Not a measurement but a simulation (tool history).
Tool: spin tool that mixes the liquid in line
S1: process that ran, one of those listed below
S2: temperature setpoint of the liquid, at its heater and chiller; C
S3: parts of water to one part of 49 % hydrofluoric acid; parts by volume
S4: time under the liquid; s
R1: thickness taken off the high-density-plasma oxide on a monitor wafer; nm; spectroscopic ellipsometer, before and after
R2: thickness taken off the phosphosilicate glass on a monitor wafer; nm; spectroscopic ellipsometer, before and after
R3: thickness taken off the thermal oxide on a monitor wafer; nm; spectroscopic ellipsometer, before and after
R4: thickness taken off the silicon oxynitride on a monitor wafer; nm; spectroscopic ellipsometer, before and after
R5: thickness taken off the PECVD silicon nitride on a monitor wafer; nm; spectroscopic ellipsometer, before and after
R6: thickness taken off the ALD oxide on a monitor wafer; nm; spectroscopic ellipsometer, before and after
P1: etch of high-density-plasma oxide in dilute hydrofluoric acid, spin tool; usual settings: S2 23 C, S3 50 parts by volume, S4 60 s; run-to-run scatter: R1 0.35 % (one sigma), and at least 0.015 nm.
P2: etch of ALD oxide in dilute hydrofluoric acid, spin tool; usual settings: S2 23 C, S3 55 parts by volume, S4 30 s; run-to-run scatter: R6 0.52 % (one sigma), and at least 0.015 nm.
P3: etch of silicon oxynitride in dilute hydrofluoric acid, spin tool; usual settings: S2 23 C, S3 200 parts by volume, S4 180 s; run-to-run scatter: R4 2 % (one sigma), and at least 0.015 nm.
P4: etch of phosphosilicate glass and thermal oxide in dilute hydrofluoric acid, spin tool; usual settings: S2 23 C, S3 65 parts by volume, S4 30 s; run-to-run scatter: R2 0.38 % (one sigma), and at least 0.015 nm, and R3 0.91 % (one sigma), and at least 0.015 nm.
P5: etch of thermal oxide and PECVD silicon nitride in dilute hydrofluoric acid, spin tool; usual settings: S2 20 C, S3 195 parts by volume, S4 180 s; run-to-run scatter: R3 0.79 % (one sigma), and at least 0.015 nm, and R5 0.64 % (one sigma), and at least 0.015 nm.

run 1 day=0.267 | S1=P1 S2=23 S3=50 S4=60 | R1=6.6012
run 2 day=0.588 | S1=P4 S2=23 S3=65 S4=65 | R2=95.563 R3=4.6587
run 3 day=0.925 | S1=P3 S2=23 S3=105 S4=180 | R4=2.9632
run 4 day=1.292 | S1=P1 S2=23 S3=50 S4=60 | R1=6.5916
run 5 day=1.542 | S1=P1 S2=23 S3=75 S4=60 | R1=4.2491
run 6 day=1.971 | S1=P5 S2=20 S3=195 S4=180 | R3=3.3702 R5=3.3366
run 7 day=2.254 | S1=P1 S2=23 S3=50 S4=60 | R1=6.6031
run 8 day=2.654 | S1=P1 S2=23 S3=50 S4=95 | R1=10.389
run 9 day=3.079 | S1=P5 S2=20 S3=195 S4=25 | R3=0.47288 R5=0.45823
run 10 day=3.304 | S1=P5 S2=17 S3=195 S4=180 | R3=3.0504 R5=2.7589
run 11 day=3.679 | S1=P1 S2=18 S3=50 S4=60 | R1=5.3464
run 12 day=3.933 | S1=P1 S2=23 S3=50 S4=15 | R1=1.649
run 13 day=4.242 | S1=P1 S2=23 S3=50 S4=60 | R1=6.5256
run 14 day=4.462 | S1=P4 S2=23 S3=65 S4=30 | R2=44.292 R3=2.1578
run 15 day=4.917 | S1=P3 S2=29 S3=200 S4=180 | R4=1.8818
run 16 day=5.371 | S1=P2 S2=23 S3=55 S4=30 | R6=9.7004
run 17 day=5.825 | S1=P4 S2=17 S3=65 S4=30 | R2=34.366 R3=1.6741
run 18 day=6.283 | S1=P1 S2=28 S3=50 S4=60 | R1=8.0788
run 19 day=6.571 | S1=P2 S2=23 S3=55 S4=15 | R6=4.8881
run 20 day=6.912 | S1=P1 S2=23 S3=50 S4=60 | R1=6.5836
run 21 day=7.4 | S1=P1 S2=23 S3=30 S4=60 | R1=11.246
run 22 day=7.729 | S1=P2 S2=30 S3=55 S4=30 | R6=12.816
run 23 day=8.017 | S1=P5 S2=20 S3=120 S4=180 | R3=5.9726 R5=5.3902
run 24 day=8.404 | S1=P3 S2=23 S3=200 S4=180 | R4=1.4233
run 25 day=8.792 | S1=P1 S2=23 S3=50 S4=60 | R1=6.5675
run 26 day=9.054 | S1=P3 S2=23 S3=200 S4=350 | R4=2.8583
run 27 day=9.296 | S1=P2 S2=23 S3=20 S4=30 | R6=27.935
run 28 day=9.654 | S1=P1 S2=17.5 S3=50 S4=15 | R1=1.2855
run 29 day=9.9 | S1=P4 S2=23 S3=30 S4=30 | R2=100.14 R3=5.0162
run 30 day=10.208 | S1=P1 S2=23 S3=50 S4=60 | R1=6.6171
run 31 day=10.6 | S1=P1 S2=23 S3=50 S4=60 | R1=6.2431
run 32 day=10.942 | S1=P1 S2=23 S3=50 S4=60 | R1=6.1324
run 33 day=11.354 | S1=P1 S2=23 S3=50 S4=60 | R1=6.0579
run 34 day=11.671 | S1=P1 S2=23 S3=50 S4=60 | R1=6.0593
run 35 day=12.021 | S1=P1 S2=23 S3=50 S4=60 | R1=6.0609
run 36 day=12.233 | S1=P1 S2=23 S3=50 S4=60 | R1=5.9963

What P1 gives has crept away from where it was. These 2 causes fit the log equally well, each at the size given:
A: hydrofluoric acid flow below the setpoint (%) = 7.89
B: liquid colder than its thermometer reads (K) = 2.1
The creep began at about day 10.208.

4 check runs are offered, one wafer each, their results left as question marks. Which one tells the causes apart?
run check 1 day=12.446 | S1=P5 S2=20 S3=195 S4=180 | R3=? R5=?
run check 2 day=12.446 | S1=P2 S2=23 S3=55 S4=30 | R6=?
run check 3 day=12.446 | S1=P3 S2=23 S3=200 S4=180 | R4=?
run check 4 day=12.446 | S1=P4 S2=23 S3=65 S4=30 | R2=? R3=?

What each check would give under each cause:
check=check_1 result=R3 if_A=3.0904 if_B=3.141
check=check_1 result=R5 if_A=3.1088 if_B=2.929
check=check_2 result=R6 if_A=8.9274 if_B=8.9336
check=check_3 result=R4 if_A=1.3148 if_B=1.3133
check=check_4 result=R2 if_A=40.314 if_B=40.41
check=check_4 result=R3 if_A=1.9954 if_B=2.0001
How far apart the two closest causes lie, in the result that separates them most: check 1 5.96 %; check 2 0.07 %; check 3 0.12 %; check 4 0.24 %
Check 1 tells the causes apart: in the others they would give nearly the same result.

Then check 1 was run and gave: R3 3.1461 nm; R5 2.9529 nm. Which cause is it?

It is B: liquid colder than its thermometer reads (K).
